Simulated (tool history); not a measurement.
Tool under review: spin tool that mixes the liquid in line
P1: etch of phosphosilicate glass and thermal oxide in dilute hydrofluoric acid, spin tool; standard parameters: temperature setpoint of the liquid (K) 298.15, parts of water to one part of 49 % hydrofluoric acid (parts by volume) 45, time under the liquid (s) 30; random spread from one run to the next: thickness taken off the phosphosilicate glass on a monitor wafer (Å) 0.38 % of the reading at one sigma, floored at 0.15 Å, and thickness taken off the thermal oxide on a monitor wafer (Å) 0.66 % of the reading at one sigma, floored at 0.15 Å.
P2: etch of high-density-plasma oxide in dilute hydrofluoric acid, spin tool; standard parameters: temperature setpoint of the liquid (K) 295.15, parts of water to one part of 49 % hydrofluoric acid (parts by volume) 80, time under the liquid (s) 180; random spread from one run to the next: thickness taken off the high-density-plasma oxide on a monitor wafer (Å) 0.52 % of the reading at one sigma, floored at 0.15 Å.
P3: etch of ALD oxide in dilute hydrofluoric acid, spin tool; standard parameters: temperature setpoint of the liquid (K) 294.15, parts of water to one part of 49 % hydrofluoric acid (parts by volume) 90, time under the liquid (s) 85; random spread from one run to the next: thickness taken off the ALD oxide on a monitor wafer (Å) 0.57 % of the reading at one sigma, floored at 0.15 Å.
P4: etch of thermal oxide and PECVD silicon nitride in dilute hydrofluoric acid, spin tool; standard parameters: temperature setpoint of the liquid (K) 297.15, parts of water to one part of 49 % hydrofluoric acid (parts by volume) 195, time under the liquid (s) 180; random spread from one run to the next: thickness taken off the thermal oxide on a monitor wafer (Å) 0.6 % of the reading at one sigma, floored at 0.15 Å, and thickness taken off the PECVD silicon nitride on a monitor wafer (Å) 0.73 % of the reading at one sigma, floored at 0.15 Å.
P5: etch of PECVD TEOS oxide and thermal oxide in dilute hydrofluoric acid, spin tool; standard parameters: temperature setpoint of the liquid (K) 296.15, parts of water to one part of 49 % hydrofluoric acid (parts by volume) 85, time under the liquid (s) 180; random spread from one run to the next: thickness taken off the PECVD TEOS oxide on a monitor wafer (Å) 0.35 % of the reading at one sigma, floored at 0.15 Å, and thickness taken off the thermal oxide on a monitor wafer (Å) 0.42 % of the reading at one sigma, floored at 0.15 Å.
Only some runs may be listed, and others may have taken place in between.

run	hour	process that ran	temperature setpoint of the liquid (K)	parts of water to one part of 49 % hydrofluoric acid (parts by volume)	time under the liquid (s)	thickness taken off the phosphosilicate glass on a monitor wafer (Å)	thickness taken off the thermal oxide on a monitor wafer (Å)	thickness taken off the PECVD silicon nitride on a monitor wafer (Å)	thickness taken off the high-density-plasma oxide on a monitor wafer (Å)	thickness taken off the PECVD TEOS oxide on a monitor wafer (Å)	thickness taken off the ALD oxide on a monitor wafer (Å)
1	4.2	P1	298.15	45	30	558.01	33.712				
2	8.1	P4	291.65	195	180		30.749	25.093			
3	14.3	P2	290.15	80	180				127.050		
4	19.6	P1	290.15	45	30	396.10	23.968				
5	27.4	P1	294.15	45	55	858.60	51.835				
6	35.7	P5	296.15	85	40		22.372			39.343	
7	40.6	P5	296.15	45	180		200.770			354.160	
8	47.2	P3	294.15	90	165						196.33
9	51.8	P1	292.65	60	30	326.19	19.653				
10	57.3	P4	297.15	195	180		37.880	35.122			
11	62.2	P5	296.15	85	180		101.300			176.900	
12	69.8	P5	296.15	85	180		100.490			178.500	
13	77.9	P1	298.15	65	30	370.83	22.451				
14	84.4	P2	295.15	80	180				158.320		
15	91.2	P2	295.15	80	180				157.240		
16	98.6	P1	298.15	45	30	553.76	33.886				
17	104.2	P1	298.15	45	15	276.82	16.908				
18	110.9	P3	294.15	55	85						171.57
19	117.8	P1	298.15	20	30	1300.10	78.765				
20	123.8	P4	297.15	195	300		63.035	58.001			
21	130.0	P1	298.15	45	30	553.17	33.611				
22	136.9	P3	294.15	90	85						102.12

Forecast run 23:
23	143.7	P2	295.15	80	35				?		

thickness taken off the high-density-plasma oxide on a monitor wafer (Å): 31.061

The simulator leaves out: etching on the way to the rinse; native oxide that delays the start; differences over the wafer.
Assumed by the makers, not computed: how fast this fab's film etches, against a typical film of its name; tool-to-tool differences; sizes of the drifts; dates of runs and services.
